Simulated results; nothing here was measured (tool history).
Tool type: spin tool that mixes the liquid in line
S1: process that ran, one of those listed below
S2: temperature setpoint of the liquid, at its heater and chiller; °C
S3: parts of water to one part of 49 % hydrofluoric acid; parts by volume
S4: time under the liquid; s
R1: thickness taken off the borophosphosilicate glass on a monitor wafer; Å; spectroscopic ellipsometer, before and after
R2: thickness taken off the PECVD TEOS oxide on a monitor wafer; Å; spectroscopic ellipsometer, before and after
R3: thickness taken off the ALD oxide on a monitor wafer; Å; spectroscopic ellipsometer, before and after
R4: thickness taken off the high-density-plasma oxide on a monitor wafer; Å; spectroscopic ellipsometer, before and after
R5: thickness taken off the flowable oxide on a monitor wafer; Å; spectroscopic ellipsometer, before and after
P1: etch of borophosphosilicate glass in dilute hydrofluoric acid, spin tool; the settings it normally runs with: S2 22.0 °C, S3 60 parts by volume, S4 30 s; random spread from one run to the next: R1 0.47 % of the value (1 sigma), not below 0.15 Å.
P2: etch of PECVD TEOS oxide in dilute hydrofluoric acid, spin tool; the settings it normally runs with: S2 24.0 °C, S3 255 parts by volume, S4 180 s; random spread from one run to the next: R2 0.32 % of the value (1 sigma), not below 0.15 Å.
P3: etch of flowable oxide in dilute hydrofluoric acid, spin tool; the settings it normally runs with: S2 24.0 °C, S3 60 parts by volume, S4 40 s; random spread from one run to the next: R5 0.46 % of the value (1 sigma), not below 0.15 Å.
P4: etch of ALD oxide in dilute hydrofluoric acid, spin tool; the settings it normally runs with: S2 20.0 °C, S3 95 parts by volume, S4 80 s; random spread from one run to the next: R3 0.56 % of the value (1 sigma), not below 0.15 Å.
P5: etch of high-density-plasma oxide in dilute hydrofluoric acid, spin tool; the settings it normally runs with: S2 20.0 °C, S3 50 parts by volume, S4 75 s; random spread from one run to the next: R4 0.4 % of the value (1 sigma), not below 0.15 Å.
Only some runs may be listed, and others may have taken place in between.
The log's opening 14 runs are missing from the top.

Run 15, hour 109.3: S1 P3, S2 24.0 °C, S3 60 parts by volume, S4 15 s. Result: R5 93.159 Å.
Run 16, hour 114.7: S1 P4, S2 20.0 °C, S3 150 parts by volume, S4 80 s. Result: R3 71.216 Å.
Run 17, hour 121.3: S1 P1, S2 22.0 °C, S3 105 parts by volume, S4 30 s. Result: R1 129.96 Å.
Run 18, hour 125.7: S1 P1, S2 17.0 °C, S3 60 parts by volume, S4 45 s. Result: R1 294.69 Å.
Run 19, hour 130.1: S1 P2, S2 24.0 °C, S3 360 parts by volume, S4 180 s. Result: R2 47.6690 Å.
Run 20, hour 135.6: S1 P1, S2 22.0 °C, S3 60 parts by volume, S4 30 s. Result: R1 241.64 Å.
Run 21, hour 140.1: S1 P3, S2 24.0 °C, S3 60 parts by volume, S4 40 s. Result: R5 251.340 Å.
Run 22, hour 148.8: S1 P2, S2 24.0 °C, S3 255 parts by volume, S4 180 s. Result: R2 74.0040 Å.
Run 23, hour 154.8: S1 P4, S2 20.0 °C, S3 95 parts by volume, S4 40 s. Result: R3 60.064 Å.
Run 24, hour 160.0: S1 P5, S2 27.5 °C, S3 50 parts by volume, S4 75 s. Result: R4 162.60 Å.
Run 25, hour 169.5: S1 P1, S2 22.0 °C, S3 60 parts by volume, S4 30 s. Result: R1 241.29 Å.
Run 26, hour 175.9: S1 P4, S2 17.0 °C, S3 95 parts by volume, S4 80 s. Result: R3 104.910 Å.
Run 27, hour 181.5: S1 P5, S2 20.0 °C, S3 50 parts by volume, S4 120 s. Result: R4 191.22 Å.
Run 28, hour 190.9: S1 P3, S2 29.0 °C, S3 60 parts by volume, S4 40 s. Result: R5 304.230 Å.
Run 29, hour 196.0: S1 P1, S2 29.0 °C, S3 60 parts by volume, S4 30 s. Result: R1 318.40 Å.
Run 30, hour 202.3: S1 P5, S2 20.0 °C, S3 50 parts by volume, S4 75 s. Result: R4 119.50 Å.

Run 31 is up next; what results do you expect?
Run 31, hour 212.3: S1 P1, S2 22.0 °C, S3 60 parts by volume, S4 15 s. Result: R1 ?.

Run 31 yielded R1 120.15 Å.
